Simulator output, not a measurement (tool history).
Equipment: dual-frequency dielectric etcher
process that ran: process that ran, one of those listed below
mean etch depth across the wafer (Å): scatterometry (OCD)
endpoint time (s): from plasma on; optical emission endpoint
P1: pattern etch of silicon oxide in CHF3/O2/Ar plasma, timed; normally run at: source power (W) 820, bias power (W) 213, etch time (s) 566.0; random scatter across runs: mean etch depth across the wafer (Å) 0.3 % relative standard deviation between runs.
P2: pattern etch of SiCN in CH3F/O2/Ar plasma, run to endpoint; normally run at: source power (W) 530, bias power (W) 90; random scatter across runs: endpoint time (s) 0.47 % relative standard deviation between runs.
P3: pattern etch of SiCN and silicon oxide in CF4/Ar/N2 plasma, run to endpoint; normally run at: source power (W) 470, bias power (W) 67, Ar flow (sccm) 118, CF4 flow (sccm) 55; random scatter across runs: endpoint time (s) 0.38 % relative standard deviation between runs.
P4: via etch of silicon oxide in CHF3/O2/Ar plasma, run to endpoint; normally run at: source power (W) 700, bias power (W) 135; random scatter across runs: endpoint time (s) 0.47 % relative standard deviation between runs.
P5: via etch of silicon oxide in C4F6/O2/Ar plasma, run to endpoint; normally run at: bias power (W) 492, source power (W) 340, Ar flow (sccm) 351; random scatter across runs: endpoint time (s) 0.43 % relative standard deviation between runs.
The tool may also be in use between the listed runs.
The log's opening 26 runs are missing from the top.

run,day,process that ran,source power (W),bias power (W),etch time (s),Ar flow (sccm),CF4 flow (sccm),hours since the last wet clean,hours since the last source power generator calibration,hours since the last bias power generator calibration,mean etch depth across the wafer (Å),endpoint time (s)
27,11.662,P1,820,213,311.5,,,588.5,157.2,541.7,7255.7,
28,12.225,P4,520,135,,,,602.0,170.7,555.2,,305.660
29,12.817,P1,820,166,820.5,,,616.2,184.9,569.4,17482.0,
30,13.088,P1,1130,141,566.0,,,622.7,191.4,575.9,13091.0,
31,13.375,P1,820,213,727.5,,,629.6,198.3,582.8,17026.0,
32,13.921,P4,700,100,,,,642.7,211.4,595.9,,297.300
33,14.404,P1,820,213,566.0,,,654.3,223.0,607.5,13243.0,
34,14.771,P1,820,213,566.0,,,663.1,231.8,616.3,13129.0,
35,15.146,P1,820,213,566.0,,,672.1,240.8,625.3,13201.0,
36,15.583,P1,820,213,566.0,,,682.6,251.3,635.8,13120.0,
37,16.088,P1,820,213,566.0,,,694.7,263.4,647.9,13084.0,
38,16.562,P1,820,213,566.0,,,706.1,274.8,659.3,13092.0,
39,17.075,P1,820,213,566.0,,,718.4,287.1,671.6,13072.0,
40,17.454,P1,820,213,566.0,,,727.5,296.2,680.7,13068.0,
# day 17.467: wet clean of the chamber
41,17.996,P1,820,213,566.0,,,12.7,309.2,693.7,12982.0,

For run 42, what comes out?
42,18.542,P1,820,213,566.0,,,25.8,322.3,706.8,?,

{"run 42": {"mean etch depth across the wafer (Å)": 12997.0}}
